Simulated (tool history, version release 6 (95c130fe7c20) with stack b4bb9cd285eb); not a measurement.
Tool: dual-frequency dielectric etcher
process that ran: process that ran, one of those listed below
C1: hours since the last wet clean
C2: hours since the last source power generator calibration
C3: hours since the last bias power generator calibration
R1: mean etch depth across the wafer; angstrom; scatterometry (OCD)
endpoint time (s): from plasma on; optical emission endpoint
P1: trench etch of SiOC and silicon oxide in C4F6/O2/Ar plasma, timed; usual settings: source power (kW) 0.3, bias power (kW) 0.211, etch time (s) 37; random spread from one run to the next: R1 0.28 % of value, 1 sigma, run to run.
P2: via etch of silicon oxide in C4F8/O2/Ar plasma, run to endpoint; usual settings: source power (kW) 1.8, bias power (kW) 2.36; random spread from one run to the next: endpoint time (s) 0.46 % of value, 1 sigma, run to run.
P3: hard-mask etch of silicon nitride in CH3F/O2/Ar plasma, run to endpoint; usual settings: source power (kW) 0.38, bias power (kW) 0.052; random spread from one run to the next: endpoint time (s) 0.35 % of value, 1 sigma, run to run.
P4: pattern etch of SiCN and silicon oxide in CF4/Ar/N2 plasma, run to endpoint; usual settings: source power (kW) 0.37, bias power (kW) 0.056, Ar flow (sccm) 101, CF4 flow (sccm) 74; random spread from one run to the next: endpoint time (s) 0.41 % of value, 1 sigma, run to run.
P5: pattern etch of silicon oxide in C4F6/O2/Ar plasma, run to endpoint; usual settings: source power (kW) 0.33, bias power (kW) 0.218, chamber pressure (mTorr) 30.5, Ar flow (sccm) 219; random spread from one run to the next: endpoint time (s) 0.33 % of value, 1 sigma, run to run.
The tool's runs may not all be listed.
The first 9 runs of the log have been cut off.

At day 2.208: bias power generator calibrated.
Run 10, day 2.3: process that ran P1, source power (kW) 0.3, bias power (kW) 0.211, etch time (s) 37; C1 319.1; C2 1201.1; C3 2.2. Result: R1 676.6 angstrom.
Run 11, day 2.467: process that ran P3, source power (kW) 0.38, bias power (kW) 0.073; C1 323.1; C2 1205.1; C3 6.2. Result: endpoint time (s) 57.108.
Run 12, day 2.708: process that ran P3, source power (kW) 0.38, bias power (kW) 0.052; C1 328.9; C2 1210.9; C3 12. Result: endpoint time (s) 63.433.
Run 13, day 3.033: process that ran P1, source power (kW) 0.3, bias power (kW) 0.211, etch time (s) 37; C1 336.7; C2 1218.7; C3 19.8. Result: R1 677.12 angstrom.
Run 14, day 3.188: process that ran P4, source power (kW) 0.37, bias power (kW) 0.056, Ar flow (sccm) 101, CF4 flow (sccm) 74; C1 340.4; C2 1222.4; C3 23.5. Result: endpoint time (s) 13.371.
Run 15, day 3.362: process that ran P5, source power (kW) 0.33, bias power (kW) 0.218, Ar flow (sccm) 130, chamber pressure (mTorr) 30.5; C1 344.6; C2 1226.6; C3 27.7. Result: endpoint time (s) 7.1773.
Run 16, day 3.646: process that ran P4, source power (kW) 0.37, bias power (kW) 0.056, Ar flow (sccm) 101, CF4 flow (sccm) 57; C1 351.4; C2 1233.4; C3 34.5. Result: endpoint time (s) 14.032.
Run 17, day 3.958: process that ran P3, source power (kW) 0.53, bias power (kW) 0.052; C1 358.9; C2 1240.9; C3 42. Result: endpoint time (s) 56.112.
Run 18, day 4.154: process that ran P2, source power (kW) 1.8, bias power (kW) 2.36; C1 363.6; C2 1245.6; C3 46.7. Result: endpoint time (s) 256.55.
Run 19, day 4.3: process that ran P1, source power (kW) 0.3, bias power (kW) 0.211, etch time (s) 20.5; C1 367.1; C2 1249.1; C3 50.2. Result: R1 377.48 angstrom.
Run 20, day 4.583: process that ran P3, source power (kW) 0.38, bias power (kW) 0.052; C1 373.9; C2 1255.9; C3 57. Result: endpoint time (s) 63.912.
At day 4.617: source power generator calibrated.
Run 21, day 4.871: process that ran P1, source power (kW) 0.3, bias power (kW) 0.211, etch time (s) 37; C1 380.8; C2 6.1; C3 63.9. Result: R1 676.17 angstrom.
Run 22, day 5.162: process that ran P5, source power (kW) 0.33, bias power (kW) 0.218, Ar flow (sccm) 219, chamber pressure (mTorr) 30.5; C1 387.8; C2 13.1; C3 70.9. Result: endpoint time (s) 7.6008.
Run 23, day 5.475: process that ran P5, source power (kW) 0.21, bias power (kW) 0.218, Ar flow (sccm) 219, chamber pressure (mTorr) 30.5; C1 395.3; C2 20.6; C3 78.4. Result: endpoint time (s) 9.0793.
Run 24, day 5.646: process that ran P1, source power (kW) 0.3, bias power (kW) 0.16, etch time (s) 37; C1 399.4; C2 24.7; C3 82.5. Result: R1 619.89 angstrom.
Run 25, day 5.979: process that ran P1, source power (kW) 0.35, bias power (kW) 0.262, etch time (s) 37; C1 407.4; C2 32.7; C3 90.5. Result: R1 778.51 angstrom.
Run 26, day 6.262: process that ran P4, source power (kW) 0.24, bias power (kW) 0.056, Ar flow (sccm) 101, CF4 flow (sccm) 74; C1 414.2; C2 39.5; C3 97.3. Result: endpoint time (s) 19.523.

Estimate the outcome of run 27 from the log above:
Run 27, day 6.562: process that ran P5, source power (kW) 0.33, bias power (kW) 0.164, Ar flow (sccm) 219, chamber pressure (mTorr) 30.5; C1 421.4; C2 46.7; C3 104.5. Result: endpoint time (s) ?.

endpoint time (s): 8.2656
